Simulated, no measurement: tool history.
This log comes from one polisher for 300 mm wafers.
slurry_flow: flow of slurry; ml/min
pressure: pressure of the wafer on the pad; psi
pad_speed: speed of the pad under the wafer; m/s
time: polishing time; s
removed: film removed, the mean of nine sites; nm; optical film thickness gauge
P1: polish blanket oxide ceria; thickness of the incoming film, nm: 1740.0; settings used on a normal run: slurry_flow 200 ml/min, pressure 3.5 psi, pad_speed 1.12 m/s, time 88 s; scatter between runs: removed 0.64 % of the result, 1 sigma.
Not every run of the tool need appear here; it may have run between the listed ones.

Run 1, hour 4.5: slurry_flow 200 ml/min, pressure 3.5 psi, pad_speed 1.12 m/s, time 88 s. Result: removed 539.10 nm.
Run 2, hour 11.6: slurry_flow 200 ml/min, pressure 3.5 psi, pad_speed 1.74 m/s, time 88 s. Result: removed 839.70 nm.
Run 3, hour 18.5: slurry_flow 120 ml/min, pressure 3.5 psi, pad_speed 1.12 m/s, time 88 s. Result: removed 497.77 nm.
Run 4, hour 27.0: slurry_flow 200 ml/min, pressure 3.5 psi, pad_speed 1.12 m/s, time 88 s. Result: removed 534.80 nm.
Run 5, hour 34.0: slurry_flow 200 ml/min, pressure 3.5 psi, pad_speed 1.12 m/s, time 132 s. Result: removed 798.34 nm.
Run 6, hour 39.5: slurry_flow 200 ml/min, pressure 3.5 psi, pad_speed 0.62 m/s, time 88 s. Result: removed 297.67 nm.
Run 7, hour 46.4: slurry_flow 200 ml/min, pressure 3.5 psi, pad_speed 1.12 m/s, time 88 s. Result: removed 538.99 nm.
Run 8, hour 54.0: slurry_flow 200 ml/min, pressure 3.5 psi, pad_speed 1.12 m/s, time 64 s. Result: removed 391.15 nm.
Run 9, hour 61.6: slurry_flow 200 ml/min, pressure 3.5 psi, pad_speed 1.12 m/s, time 88 s. Result: removed 537.46 nm.
Run 10, hour 67.0: slurry_flow 200 ml/min, pressure 2.3 psi, pad_speed 0.72 m/s, time 88 s. Result: removed 228.68 nm.
Run 11, hour 74.8: slurry_flow 200 ml/min, pressure 3.5 psi, pad_speed 1.12 m/s, time 88 s. Result: removed 537.15 nm.
Run 12, hour 80.5: slurry_flow 270 ml/min, pressure 3.5 psi, pad_speed 1.12 m/s, time 88 s. Result: removed 559.40 nm.
At hour 87.9: head pressure recalibrated.
Run 13, hour 88.1: slurry_flow 200 ml/min, pressure 5.0 psi, pad_speed 1.12 m/s, time 88 s. Result: removed 770.31 nm.

For run 14, what comes out?
Run 14, hour 95.2: slurry_flow 200 ml/min, pressure 3.5 psi, pad_speed 1.12 m/s, time 88 s. Result: removed ?.

{"run 14": {"removed": 535.52}}
